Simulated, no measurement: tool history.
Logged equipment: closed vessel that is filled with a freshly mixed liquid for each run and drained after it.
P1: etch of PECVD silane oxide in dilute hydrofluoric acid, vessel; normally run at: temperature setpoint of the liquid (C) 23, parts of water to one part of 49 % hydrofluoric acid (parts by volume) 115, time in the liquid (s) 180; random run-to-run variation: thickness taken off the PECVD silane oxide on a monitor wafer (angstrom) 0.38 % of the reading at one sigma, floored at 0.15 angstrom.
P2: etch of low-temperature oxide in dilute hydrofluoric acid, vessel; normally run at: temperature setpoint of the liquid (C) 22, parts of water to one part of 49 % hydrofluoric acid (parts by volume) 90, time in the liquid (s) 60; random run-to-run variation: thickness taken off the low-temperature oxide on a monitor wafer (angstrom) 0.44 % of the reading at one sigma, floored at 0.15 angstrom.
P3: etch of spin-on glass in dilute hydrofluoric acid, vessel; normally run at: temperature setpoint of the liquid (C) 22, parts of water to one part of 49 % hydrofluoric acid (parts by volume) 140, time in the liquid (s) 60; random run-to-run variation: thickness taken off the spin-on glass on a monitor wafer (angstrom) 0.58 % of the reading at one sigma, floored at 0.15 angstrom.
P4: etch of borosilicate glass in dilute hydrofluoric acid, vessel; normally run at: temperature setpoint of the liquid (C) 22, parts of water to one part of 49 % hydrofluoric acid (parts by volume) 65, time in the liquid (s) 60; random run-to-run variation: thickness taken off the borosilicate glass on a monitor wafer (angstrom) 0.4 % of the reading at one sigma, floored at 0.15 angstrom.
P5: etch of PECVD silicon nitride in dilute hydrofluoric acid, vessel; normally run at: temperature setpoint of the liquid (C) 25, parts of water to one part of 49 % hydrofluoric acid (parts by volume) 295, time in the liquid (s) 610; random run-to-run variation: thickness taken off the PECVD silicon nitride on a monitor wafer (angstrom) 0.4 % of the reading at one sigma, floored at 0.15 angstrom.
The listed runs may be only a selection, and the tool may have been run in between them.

run,day,process that ran,temperature setpoint of the liquid (C),parts of water to one part of 49 % hydrofluoric acid (parts by volume),time in the liquid (s),hours since the thermometer was replaced,hours since the hydrofluoric acid flow meter was replaced,thickness taken off the PECVD silane oxide on a monitor wafer (angstrom),thickness taken off the spin-on glass on a monitor wafer (angstrom),thickness taken off the borosilicate glass on a monitor wafer (angstrom),thickness taken off the low-temperature oxide on a monitor wafer (angstrom),thickness taken off the PECVD silicon nitride on a monitor wafer (angstrom)
1,0.371,P1,23,115,180,946.3,1325.7,305.11,,,,
2,0.675,P3,22,75,60,953.6,1333,,157.51,,,
3,1.017,P4,22,65,60,961.8,1341.2,,,225.68,,
4,1.454,P2,22,40,60,972.3,1351.7,,,,324.52,
5,1.8,P1,23,50,35,980.6,1360,147.4,,,,
6,2.2,P4,22,65,115,990.2,1369.6,,,429.98,,
7,2.842,P4,26.5,65,60,1005.6,1385,,,269.15,,
8,3.15,P4,22,65,60,1013,1392.4,,,224.91,,
9,3.575,P1,23,65,180,1023.2,1402.6,572.67,,,,
10,4.058,P2,22,90,35,1034.8,1414.2,,,,79.621,
11,4.662,P5,29.5,295,610,1049.3,1428.7,,,,,76.087
12,5.142,P5,25,530,610,1060.8,1440.2,,,,,32.552
13,5.571,P1,23,115,180,1071.1,1450.5,305.64,,,,
14,6.1,P1,23,175,180,1083.8,1463.2,187.68,,,,
15,6.475,P1,18.5,115,180,1092.8,1472.2,256.53,,,,
16,6.942,P1,29,115,180,1104,1483.4,383.38,,,,
17,7.458,P1,23,115,30,1116.4,1495.8,50.979,,,,
18,8.012,P1,19.5,115,250,1129.7,1509.1,371.37,,,,
19,8.458,P5,25,295,610,1140.4,1519.8,,,,,58.172
20,8.871,P1,23,115,350,1150.3,1529.7,599.29,,,,
21,9.533,P3,22,140,30,1166.2,1545.6,,38.981,,,
22,10.088,P1,23,115,180,1179.5,1558.9,306.71,,,,
23,10.571,P1,23,115,180,1191.1,1570.5,307.38,,,,
24,11.088,P5,25,295,80,1203.5,1582.9,,,,,7.7403
25,11.625,P2,22,90,60,1216.4,1595.8,,,,136.68,
26,11.983,P5,25,295,610,1225,1604.4,,,,,58.224
27,12.383,P1,23,115,180,1234.6,1614,309.81,,,,
28,12.679,P3,22,140,60,1241.7,1621.1,,77.233,,,
29,13.283,P4,22,110,60,1256.2,1635.6,,,127.35,,
30,13.958,P3,22,140,60,1272.4,1651.8,,78.108,,,
31,14.488,P1,23,115,180,1285.1,1664.5,304.58,,,,
32,14.871,P3,27.5,140,60,1294.3,1673.7,,94.691,,,
33,15.404,P2,17.5,90,60,1307.1,1686.5,,,,113.22,
34,15.8,P1,23,115,180,1316.6,1696,306.22,,,,
35,16.188,P1,23,115,180,1325.9,1705.3,313.99,,,,
36,16.825,P1,23,115,180,1341.2,1720.6,322.46,,,,
37,17.479,P1,23,115,180,1356.9,1736.3,327.59,,,,
38,17.8,P1,23,115,180,1364.6,1744,327.85,,,,
39,18.104,P1,23,115,180,1371.9,1751.3,325.31,,,,
40,18.604,P1,23,115,180,1383.9,1763.3,325.38,,,,

What P1 gives has crept away from where it was. These 2 causes fit the log equally well, each at the size given:
A: liquid hotter than its thermometer reads (K) = 1.68
B: hydrofluoric acid flow above the setpoint (%) = 5.98
Creep in the process output first set in at about day 15.8.

Which of the 4 check runs listed below separates the causes, so that each cause would produce a clearly different result? Each run uses one wafer, and its results are marked with question marks.
check 1,19.104,P4,22,65,60,,,,,?,,
check 2,19.104,P3,22,140,60,,,,?,,,
check 3,19.104,P5,25,295,610,,,,,,,?
check 4,19.104,P2,22,90,60,,,,,,?,

What every check run would give for each of its results, assuming each possible cause in turn:
check,result,if A,if B
check 1,thickness taken off the borosilicate glass on a monitor wafer (angstrom),241.12,239.6
check 2,thickness taken off the spin-on glass on a monitor wafer (angstrom),82.997,83.117
check 3,thickness taken off the PECVD silicon nitride on a monitor wafer (angstrom),64.52,61.809
check 4,thickness taken off the low-temperature oxide on a monitor wafer (angstrom),146.23,145.71
How far apart the two closest causes lie, in the result that separates them most: check 1 0.63 %; check 2 0.14 %; check 3 4.29 %; check 4 0.36 %
The causes can be told apart only by check 3. The other checks would give nearly the same results under each of them.

Check 3 has now been run. It gave: thickness taken off the PECVD silicon nitride on a monitor wafer (angstrom) 61.757. Which of the candidate causes is it?

It is B: hydrofluoric acid flow above the setpoint (%).

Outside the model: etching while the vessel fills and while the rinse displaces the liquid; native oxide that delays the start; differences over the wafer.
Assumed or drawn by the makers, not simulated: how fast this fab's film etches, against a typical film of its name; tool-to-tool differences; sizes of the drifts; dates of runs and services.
